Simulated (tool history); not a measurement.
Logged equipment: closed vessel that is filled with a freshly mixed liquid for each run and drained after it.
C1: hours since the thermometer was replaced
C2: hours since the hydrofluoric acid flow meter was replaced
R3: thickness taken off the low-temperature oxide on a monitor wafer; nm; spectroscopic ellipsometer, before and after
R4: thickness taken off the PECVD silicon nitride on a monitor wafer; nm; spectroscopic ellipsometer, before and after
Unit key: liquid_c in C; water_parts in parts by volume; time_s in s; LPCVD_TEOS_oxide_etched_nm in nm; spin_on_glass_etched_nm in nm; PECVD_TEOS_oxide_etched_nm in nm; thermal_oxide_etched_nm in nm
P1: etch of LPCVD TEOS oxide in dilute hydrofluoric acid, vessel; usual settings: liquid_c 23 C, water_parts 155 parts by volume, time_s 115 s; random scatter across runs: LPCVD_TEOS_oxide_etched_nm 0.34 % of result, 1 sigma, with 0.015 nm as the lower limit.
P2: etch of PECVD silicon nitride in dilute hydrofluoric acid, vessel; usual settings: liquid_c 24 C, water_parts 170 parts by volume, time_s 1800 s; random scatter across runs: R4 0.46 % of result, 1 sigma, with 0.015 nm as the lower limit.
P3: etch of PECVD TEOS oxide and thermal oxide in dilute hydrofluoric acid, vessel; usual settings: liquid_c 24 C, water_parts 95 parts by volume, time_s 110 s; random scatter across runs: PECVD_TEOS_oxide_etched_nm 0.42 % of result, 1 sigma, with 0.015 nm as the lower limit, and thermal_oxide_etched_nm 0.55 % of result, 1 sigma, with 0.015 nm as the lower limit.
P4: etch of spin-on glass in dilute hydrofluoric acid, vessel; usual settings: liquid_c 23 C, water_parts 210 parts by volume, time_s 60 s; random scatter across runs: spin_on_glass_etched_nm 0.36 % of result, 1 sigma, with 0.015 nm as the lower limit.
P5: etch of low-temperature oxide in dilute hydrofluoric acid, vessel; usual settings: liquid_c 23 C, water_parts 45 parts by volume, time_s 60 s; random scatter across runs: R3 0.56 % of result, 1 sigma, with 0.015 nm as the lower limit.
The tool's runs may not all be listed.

Run 1, hour 6.1: process P1, liquid_c 23 C, water_parts 155 parts by volume, time_s 115 s; C1 1118.8; C2 1848. Result: LPCVD_TEOS_oxide_etched_nm 33.602 nm.
Run 2, hour 14: process P4, liquid_c 29 C, water_parts 210 parts by volume, time_s 60 s; C1 1126.7; C2 1855.9. Result: spin_on_glass_etched_nm 15.451 nm.
Run 3, hour 24.8: process P1, liquid_c 23 C, water_parts 155 parts by volume, time_s 115 s; C1 1137.5; C2 1866.7. Result: LPCVD_TEOS_oxide_etched_nm 33.116 nm.
Run 4, hour 31.5: process P5, liquid_c 17 C, water_parts 45 parts by volume, time_s 60 s; C1 1144.2; C2 1873.4. Result: R3 15.963 nm.
Run 5, hour 41.5: process P5, liquid_c 23 C, water_parts 45 parts by volume, time_s 60 s; C1 1154.2; C2 1883.4. Result: R3 20.855 nm.
Run 6, hour 49.6: process P2, liquid_c 24 C, water_parts 170 parts by volume, time_s 1800 s; C1 1162.3; C2 1891.5. Result: R4 18.642 nm.
Run 7, hour 58.8: process P3, liquid_c 24 C, water_parts 95 parts by volume, time_s 205 s; C1 1171.5; C2 1900.7. Result: PECVD_TEOS_oxide_etched_nm 28.728 nm, thermal_oxide_etched_nm 10.327 nm.
Run 8, hour 68.1: process P1, liquid_c 23 C, water_parts 155 parts by volume, time_s 115 s; C1 1180.8; C2 1910. Result: LPCVD_TEOS_oxide_etched_nm 33.395 nm.
Run 9, hour 80.1: process P1, liquid_c 23 C, water_parts 215 parts by volume, time_s 30 s; C1 1192.8; C2 1922. Result: LPCVD_TEOS_oxide_etched_nm 5.9232 nm.
Run 10, hour 93.6: process P1, liquid_c 23 C, water_parts 155 parts by volume, time_s 115 s; C1 1206.3; C2 1935.5. Result: LPCVD_TEOS_oxide_etched_nm 33.609 nm.
Run 11, hour 105.5: process P1, liquid_c 23 C, water_parts 155 parts by volume, time_s 115 s; C1 1218.2; C2 1947.4. Result: LPCVD_TEOS_oxide_etched_nm 33.278 nm.
Run 12, hour 112.1: process P1, liquid_c 19 C, water_parts 85 parts by volume, time_s 115 s; C1 1224.8; C2 1954. Result: LPCVD_TEOS_oxide_etched_nm 56.03 nm.
Run 13, hour 120.6: process P3, liquid_c 24 C, water_parts 95 parts by volume, time_s 110 s; C1 1233.3; C2 1962.5. Result: PECVD_TEOS_oxide_etched_nm 15.476 nm, thermal_oxide_etched_nm 5.5858 nm.
Run 14, hour 127.9: process P3, liquid_c 24 C, water_parts 95 parts by volume, time_s 110 s; C1 1240.6; C2 1969.8. Result: PECVD_TEOS_oxide_etched_nm 15.365 nm, thermal_oxide_etched_nm 5.596 nm.
Run 15, hour 136.4: process P4, liquid_c 23 C, water_parts 210 parts by volume, time_s 60 s; C1 1249.1; C2 1978.3. Result: spin_on_glass_etched_nm 12.461 nm.
Run 16, hour 142.6: process P4, liquid_c 23 C, water_parts 210 parts by volume, time_s 115 s; C1 1255.3; C2 1984.5. Result: spin_on_glass_etched_nm 23.928 nm.
Run 17, hour 150.9: process P5, liquid_c 23 C, water_parts 70 parts by volume, time_s 60 s; C1 1263.6; C2 1992.8. Result: R3 12.938 nm.
Run 18, hour 159.2: process P4, liquid_c 23 C, water_parts 95 parts by volume, time_s 60 s; C1 1271.9; C2 2001.1. Result: spin_on_glass_etched_nm 31.445 nm.
Run 19, hour 165.9: process P2, liquid_c 28 C, water_parts 170 parts by volume, time_s 1800 s; C1 1278.6; C2 2007.8. Result: R4 24.295 nm.
Run 20, hour 174.7: process P1, liquid_c 18.5 C, water_parts 155 parts by volume, time_s 30 s; C1 1287.4; C2 2016.6. Result: LPCVD_TEOS_oxide_etched_nm 7.2954 nm.
Run 21, hour 188.2: process P2, liquid_c 24 C, water_parts 170 parts by volume, time_s 3535 s; C1 1300.9; C2 2030.1. Result: R4 37.074 nm.
Run 22, hour 201.2: process P1, liquid_c 19 C, water_parts 155 parts by volume, time_s 115 s; C1 1313.9; C2 2043.1. Result: LPCVD_TEOS_oxide_etched_nm 28.498 nm.
Run 23, hour 214.5: process P1, liquid_c 23 C, water_parts 155 parts by volume, time_s 115 s; C1 1327.2; C2 2056.4. Result: LPCVD_TEOS_oxide_etched_nm 33.371 nm.
At hour 226.8: thermometer replaced.
Run 24, hour 228.1: process P1, liquid_c 23 C, water_parts 280 parts by volume, time_s 115 s; C1 1.4; C2 2070. Result: LPCVD_TEOS_oxide_etched_nm 16.308 nm.
Run 25, hour 234.3: process P1, liquid_c 23 C, water_parts 155 parts by volume, time_s 205 s; C1 7.6; C2 2076.2. Result: LPCVD_TEOS_oxide_etched_nm 59.631 nm.
Run 26, hour 244.2: process P1, liquid_c 23 C, water_parts 155 parts by volume, time_s 30 s; C1 17.5; C2 2086.1. Result: LPCVD_TEOS_oxide_etched_nm 8.6631 nm.
Run 27, hour 251.1: process P1, liquid_c 30.5 C, water_parts 155 parts by volume, time_s 115 s; C1 24.4; C2 2093. Result: LPCVD_TEOS_oxide_etched_nm 43.994 nm.
Run 28, hour 257.5: process P3, liquid_c 24 C, water_parts 150 parts by volume, time_s 110 s; C1 30.8; C2 2099.4. Result: PECVD_TEOS_oxide_etched_nm 9.0927 nm, thermal_oxide_etched_nm 3.3267 nm.
Run 29, hour 269.3: process P5, liquid_c 23 C, water_parts 45 parts by volume, time_s 30 s; C1 42.6; C2 2111.2. Result: R3 10.255 nm.
Run 30, hour 282.7: process P1, liquid_c 23 C, water_parts 60 parts by volume, time_s 115 s; C1 56; C2 2124.6. Result: LPCVD_TEOS_oxide_etched_nm 96.708 nm.
Run 31, hour 294.1: process P2, liquid_c 24 C, water_parts 250 parts by volume, time_s 1800 s; C1 67.4; C2 2136. Result: R4 12.824 nm.
Run 32, hour 305.6: process P4, liquid_c 23 C, water_parts 210 parts by volume, time_s 60 s; C1 78.9; C2 2147.5. Result: spin_on_glass_etched_nm 12.456 nm.
Run 33, hour 315.2: process P3, liquid_c 17 C, water_parts 95 parts by volume, time_s 110 s; C1 88.5; C2 2157.1. Result: PECVD_TEOS_oxide_etched_nm 11.616 nm, thermal_oxide_etched_nm 4.1534 nm.
Run 34, hour 324.9: process P1, liquid_c 23 C, water_parts 155 parts by volume, time_s 115 s; C1 98.2; C2 2166.8. Result: LPCVD_TEOS_oxide_etched_nm 33.212 nm.
Run 35, hour 334.9: process P1, liquid_c 23 C, water_parts 155 parts by volume, time_s 115 s; C1 108.2; C2 2176.8. Result: LPCVD_TEOS_oxide_etched_nm 32.228 nm.
Run 36, hour 346.9: process P1, liquid_c 23 C, water_parts 155 parts by volume, time_s 115 s; C1 120.2; C2 2188.8. Result: LPCVD_TEOS_oxide_etched_nm 31.728 nm.
Run 37, hour 354.7: process P1, liquid_c 23 C, water_parts 155 parts by volume, time_s 115 s; C1 128; C2 2196.6. Result: LPCVD_TEOS_oxide_etched_nm 31.474 nm.
Run 38, hour 360.6: process P1, liquid_c 23 C, water_parts 155 parts by volume, time_s 115 s; C1 133.9; C2 2202.5. Result: LPCVD_TEOS_oxide_etched_nm 31.224 nm.
Run 39, hour 374.1: process P1, liquid_c 23 C, water_parts 155 parts by volume, time_s 115 s; C1 147.4; C2 2216. Result: LPCVD_TEOS_oxide_etched_nm 30.955 nm.
Run 40, hour 382.2: process P1, liquid_c 23 C, water_parts 155 parts by volume, time_s 115 s; C1 155.5; C2 2224.1. Result: LPCVD_TEOS_oxide_etched_nm 30.941 nm.
Run 41, hour 393.2: process P1, liquid_c 23 C, water_parts 155 parts by volume, time_s 115 s; C1 166.5; C2 2235.1. Result: LPCVD_TEOS_oxide_etched_nm 30.844 nm.
Run 42, hour 400.3: process P1, liquid_c 23 C, water_parts 155 parts by volume, time_s 115 s; C1 173.6; C2 2242.2. Result: LPCVD_TEOS_oxide_etched_nm 31.033 nm.
Run 43, hour 406.6: process P1, liquid_c 23 C, water_parts 155 parts by volume, time_s 115 s; C1 179.9; C2 2248.5. Result: LPCVD_TEOS_oxide_etched_nm 31.026 nm.

The output of P1 has drifted from where it used to be. Each of the 2 causes below, taken at the size shown beside it, accounts for the log equally well:
A: liquid colder than its thermometer reads (K) = 1.92
B: hydrofluoric acid flow below the setpoint (%) = 6.13
Creep in the process output first set in at about hour 324.9.

Each of the 4 check runs below uses one wafer; its results are left as question marks. Which run tells the causes apart?
Run check 1, hour 412.9: process P5, liquid_c 23 C, water_parts 45 parts by volume, time_s 60 s. Result: R3 ?.
Run check 2, hour 412.9: process P3, liquid_c 24 C, water_parts 95 parts by volume, time_s 110 s. Result: PECVD_TEOS_oxide_etched_nm ?, thermal_oxide_etched_nm ?.
Run check 3, hour 412.9: process P4, liquid_c 23 C, water_parts 210 parts by volume, time_s 60 s. Result: spin_on_glass_etched_nm ?.
Run check 4, hour 412.9: process P2, liquid_c 24 C, water_parts 170 parts by volume, time_s 1800 s. Result: R4 ?.

How each check would come out, cause by cause:
  check                      result    if A    if B
check 1                          R3  18.999  19.256
check 2  PECVD_TEOS_oxide_etched_nm  14.274  14.362
check 2     thermal_oxide_etched_nm  5.1736  5.2055
check 3     spin_on_glass_etched_nm  11.615  11.553
check 4                          R4  16.643  17.695
Smallest distance between any two causes, each pair judged by its most separating result, in per cent: check 1 1.34 %; check 2 0.61 %; check 3 0.53 %; check 4 6.13 %
Check 4 distinguishes between the causes, while the remaining checks would return nearly the same result for all of them.

Then check 4 was run and gave: R4 16.732 nm. Which cause is it?

A is the cause: liquid colder than its thermometer reads (K).

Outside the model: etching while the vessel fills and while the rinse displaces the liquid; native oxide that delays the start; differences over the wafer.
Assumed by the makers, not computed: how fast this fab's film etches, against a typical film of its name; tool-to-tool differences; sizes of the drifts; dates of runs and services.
